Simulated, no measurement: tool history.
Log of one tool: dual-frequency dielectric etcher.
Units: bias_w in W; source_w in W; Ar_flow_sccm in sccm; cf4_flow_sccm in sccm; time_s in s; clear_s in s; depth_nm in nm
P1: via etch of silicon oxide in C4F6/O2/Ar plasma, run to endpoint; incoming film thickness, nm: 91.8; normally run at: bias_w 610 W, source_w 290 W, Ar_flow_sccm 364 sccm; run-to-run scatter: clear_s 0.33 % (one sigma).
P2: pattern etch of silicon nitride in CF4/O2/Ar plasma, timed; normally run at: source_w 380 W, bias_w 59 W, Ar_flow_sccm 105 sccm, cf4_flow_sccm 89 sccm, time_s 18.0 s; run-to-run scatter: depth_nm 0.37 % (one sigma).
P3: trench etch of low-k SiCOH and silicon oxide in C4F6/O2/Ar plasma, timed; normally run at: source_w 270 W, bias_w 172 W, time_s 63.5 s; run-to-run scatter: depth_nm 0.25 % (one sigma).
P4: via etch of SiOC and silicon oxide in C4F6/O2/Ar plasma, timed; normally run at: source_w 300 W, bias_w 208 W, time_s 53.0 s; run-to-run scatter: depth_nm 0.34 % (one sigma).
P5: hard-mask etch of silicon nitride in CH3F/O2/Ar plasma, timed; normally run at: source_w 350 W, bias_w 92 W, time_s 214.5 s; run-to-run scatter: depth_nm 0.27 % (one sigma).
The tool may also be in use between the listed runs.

run,hour,process,bias_w,source_w,Ar_flow_sccm,cf4_flow_sccm,time_s,clear_s,depth_nm
1,8.4,P1,610,290,364,,,21.056,
2,14.5,P2,59,380,105,113,18.0,,29.196
3,22.6,P4,122,300,,,53.0,,47.319
4,27.9,P3,172,270,,,63.5,,174.040
5,38.4,P4,208,370,,,53.0,,61.530
6,45.6,P1,811,180,364,,,22.239,
7,57.9,P1,610,290,259,,,20.116,
8,64.7,P4,208,300,,,38.5,,41.047
9,76.1,P1,610,290,364,,,20.940,
10,87.6,P1,610,360,364,,,19.449,
11,93.3,P1,610,290,490,,,21.678,
12,104.8,P1,771,290,364,,,19.077,
13,113.0,P3,172,270,,,43.0,,117.870
14,118.4,P4,208,300,,,53.0,,56.436
15,129.9,P1,401,290,364,,,24.609,
16,136.9,P1,610,290,364,,,20.939,
17,145.6,P5,92,350,,,125.0,,89.221
18,151.7,P2,59,380,105,89,18.0,,28.458
19,163.0,P1,610,290,364,,,20.807,
20,171.5,P1,610,290,364,,,20.835,
21,179.3,P3,172,270,,,63.5,,174.020
22,189.0,P2,45,380,105,89,18.0,,25.728
23,198.9,P2,59,380,105,89,24.0,,37.934
24,209.7,P1,610,220,364,,,23.139,
25,218.6,P5,92,350,,,214.5,,151.870
26,226.7,P1,610,290,364,,,21.003,
27,234.2,P2,59,460,105,89,18.0,,33.622
28,244.5,P3,108,270,,,63.5,,151.140
29,255.5,P1,477,360,364,,,21.216,
30,263.8,P3,172,180,,,63.5,,148.820
31,269.5,P5,75,350,,,214.5,,141.630
32,281.5,P5,92,210,,,214.5,,125.650
33,293.2,P2,59,380,77,89,18.0,,29.355
34,304.2,P1,610,290,364,,,20.963,
35,312.0,P1,610,290,364,,,20.811,
36,321.0,P1,610,290,364,,,20.693,
# hour 329.5: wet clean of the chamber
# hour 331.2: Ar flow controller replaced
37,332.8,P1,610,290,364,,,20.657,
38,342.0,P1,610,290,364,,,20.588,
39,348.9,P1,610,290,364,,,20.543,
40,360.9,P1,610,290,364,,,20.617,
41,368.4,P1,610,290,364,,,20.703,

What P1 gives has crept away from where it was. These 2 causes fit the log equally well, each at the size given:
A: bias power that arrives over what is set, % = 4.53
B: source power that arrives over what is set, % = 4.87
The creep began at about hour 304.2.
Why every other cause is out:
chamber walls in a state that raises the etch rate, %: serviced at hour 329.5, which brought nothing back
Ar flow that arrives under what is set, %: serviced at hour 331.2, which brought nothing back

4 check runs are offered, each on 2 wafers whose results are averaged, their results left as question marks. Which one tells the causes apart?
check 1,375.9,P3,172,270,,,63.5,,?
check 2,375.9,P4,208,300,,,53.0,,?
check 3,375.9,P5,92,350,,,214.5,,?
check 4,375.9,P2,59,380,105,89,18.0,,?

What each check would give under each cause:
check,result,if A,if B
check 1,depth_nm,176.340,177.060
check 2,depth_nm,57.269,57.449
check 3,depth_nm,154.940,155.170
check 4,depth_nm,29.007,29.689
How far apart the two closest causes lie, in the result that separates them most: check 1 0.41 %; check 2 0.31 %; check 3 0.15 %; check 4 2.32 %
Check 4 tells the causes apart: in the others they would give nearly the same result.

Then check 4 was run and gave: depth_nm 29.671 nm. Which cause is it?

It is B: source power that arrives over what is set, %.
